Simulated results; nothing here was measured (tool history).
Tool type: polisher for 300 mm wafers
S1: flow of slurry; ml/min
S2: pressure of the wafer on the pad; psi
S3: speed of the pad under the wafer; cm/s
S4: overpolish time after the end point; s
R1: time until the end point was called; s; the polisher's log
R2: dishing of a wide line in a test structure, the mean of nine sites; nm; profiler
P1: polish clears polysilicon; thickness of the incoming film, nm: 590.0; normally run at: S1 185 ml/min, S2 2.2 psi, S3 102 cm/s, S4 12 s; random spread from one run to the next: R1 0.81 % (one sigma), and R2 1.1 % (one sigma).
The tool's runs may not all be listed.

{"run": 1, "hour": 13.4, "S1": 185, "S2": 2.2, "S3": 102, "S4": 12, "R1": 43.884, "R2": 57.391}
{"run": 2, "hour": 29.8, "S1": 110, "S2": 2.2, "S3": 102, "S4": 12, "R1": 48.384, "R2": 54.1}
{"run": 3, "hour": 45.0, "S1": 280, "S2": 2.2, "S3": 102, "S4": 22, "R1": 42.501, "R2": 60.305}
{"run": 4, "hour": 55.9, "S1": 185, "S2": 3.4, "S3": 102, "S4": 12, "R1": 28.966, "R2": 59.389}
{"run": 5, "hour": 72.7, "S1": 185, "S2": 2.2, "S3": 102, "S4": 12, "R1": 44.622, "R2": 56.228}
{"run": 6, "hour": 82.8, "S1": 185, "S2": 1.0, "S3": 102, "S4": 12, "R1": 97.314, "R2": 41.848}
{"run": 7, "hour": 99.0, "S1": 185, "S2": 2.2, "S3": 102, "S4": 4, "R1": 44.227, "R2": 34.56}
{"run": 8, "hour": 114.3, "S1": 250, "S2": 2.2, "S3": 102, "S4": 12, "R1": 42.854, "R2": 57.331}
{"run": 9, "hour": 123.6, "S1": 185, "S2": 3.1, "S3": 152, "S4": 12, "R1": 21.338, "R2": 59.979}
{"run": 10, "hour": 134.8, "S1": 185, "S2": 2.2, "S3": 102, "S4": 23, "R1": 45.243, "R2": 60.589}
{"run": 11, "hour": 147.4, "S1": 185, "S2": 2.2, "S3": 52, "S4": 12, "R1": 87.276, "R2": 44.566}
{"run": 12, "hour": 156.7, "S1": 185, "S2": 2.2, "S3": 102, "S4": 12, "R1": 43.902, "R2": 55.773}
{"run": 13, "hour": 173.4, "S1": 185, "S2": 1.6, "S3": 64, "S4": 12, "R1": 98.087, "R2": 42.4}
{"run": 14, "hour": 183.9, "S1": 185, "S2": 2.2, "S3": 158, "S4": 12, "R1": 28.461, "R2": 58.489}
{"run": 15, "hour": 192.4, "S1": 185, "S2": 2.2, "S3": 102, "S4": 12, "R1": 44.533, "R2": 57.208}
{"run": 16, "hour": 203.7, "S1": 185, "S2": 2.2, "S3": 102, "S4": 12, "R1": 44.541, "R2": 57.257}
{"run": 17, "hour": 219.3, "S1": 185, "S2": 2.2, "S3": 102, "S4": 12, "R1": 45.79, "R2": 56.249}

For run 18, what comes out?
{"run": 18, "hour": 227.9, "S1": 185, "S2": 2.2, "S3": 102, "S4": 12, "R1": "?", "R2": "?"}

For run 18 the tool returned R1 46.836 s, R2 56.234 nm.

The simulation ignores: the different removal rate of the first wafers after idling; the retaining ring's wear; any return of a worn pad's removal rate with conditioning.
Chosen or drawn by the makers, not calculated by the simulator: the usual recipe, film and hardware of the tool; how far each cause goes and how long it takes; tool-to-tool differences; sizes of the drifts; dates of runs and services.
